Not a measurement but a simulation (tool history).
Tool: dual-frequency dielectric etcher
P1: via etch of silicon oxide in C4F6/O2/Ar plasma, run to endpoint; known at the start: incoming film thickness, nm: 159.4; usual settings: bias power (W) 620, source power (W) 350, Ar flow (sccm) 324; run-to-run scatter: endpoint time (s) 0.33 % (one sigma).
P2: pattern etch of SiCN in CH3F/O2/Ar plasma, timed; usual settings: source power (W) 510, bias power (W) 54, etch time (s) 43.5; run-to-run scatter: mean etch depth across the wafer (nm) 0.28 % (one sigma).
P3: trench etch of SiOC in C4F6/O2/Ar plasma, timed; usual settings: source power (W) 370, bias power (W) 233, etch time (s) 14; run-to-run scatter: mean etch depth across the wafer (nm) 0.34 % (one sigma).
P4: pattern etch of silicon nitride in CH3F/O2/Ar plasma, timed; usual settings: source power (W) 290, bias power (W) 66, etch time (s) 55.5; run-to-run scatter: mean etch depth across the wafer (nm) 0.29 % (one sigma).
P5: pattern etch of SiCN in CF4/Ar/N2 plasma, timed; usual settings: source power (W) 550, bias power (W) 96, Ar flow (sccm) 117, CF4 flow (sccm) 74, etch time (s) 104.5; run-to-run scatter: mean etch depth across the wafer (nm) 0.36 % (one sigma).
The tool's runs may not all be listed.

run	hour	process that ran	bias power (W)	source power (W)	Ar flow (sccm)	etch time (s)	CF4 flow (sccm)	endpoint time (s)	mean etch depth across the wafer (nm)
1	6.2	P1	620	350	324			34.063	
2	11	P1	620	350	324			34.104	
3	14.7	P4	66	290		55.5			33.133
4	21.3	P3	233	370		14			30.17
5	25.1	P1	620	350	324			34.042	
6	32.9	P1	470	350	324			37.96	
7	37.4	P1	620	350	394			34.738	
8	41.9	P3	233	520		14			34.279
9	50.2	P1	620	350	324			34.048	
10	54.3	P5	96	550	117	104.5	74		120.58
11	62	P5	96	550	117	62	74		71.516
12	68.9	P1	620	490	254			29.342	
13	74.6	P2	54	510		43.5			16.36
14	80	P3	280	370		14			32.099
15	86.8	P3	233	370		17.5			37.782
16	94.1	P5	96	550	117	104.5	98		124.71
17	99.6	P1	863	350	324			29.823	
18	105.9	P2	54	290		43.5			13.189
19	110.1	P1	620	350	244			33.009	
# hour 115.4: wet clean of the chamber
20	115.7	P5	96	420	117	104.5	74		94.766
21	123.4	P1	620	350	324			34.005	
22	129.6	P4	66	290		55.5			33.12
23	133.4	P5	96	550	117	104.5	74		120.11
24	137.7	P2	35	510		43.5			14.381
25	142.1	P1	859	480	324			26.779	
26	149.4	P1	620	460	324			30.618	
27	153.6	P1	620	200	324			41.858	
28	159	P2	54	510		25			9.4642
29	165	P5	96	550	81	104.5	74		126.26

Forecast run 30:
30	169.6	P1	620	350	324			?	

{"run 30": {"endpoint time (s)": 34.141}}
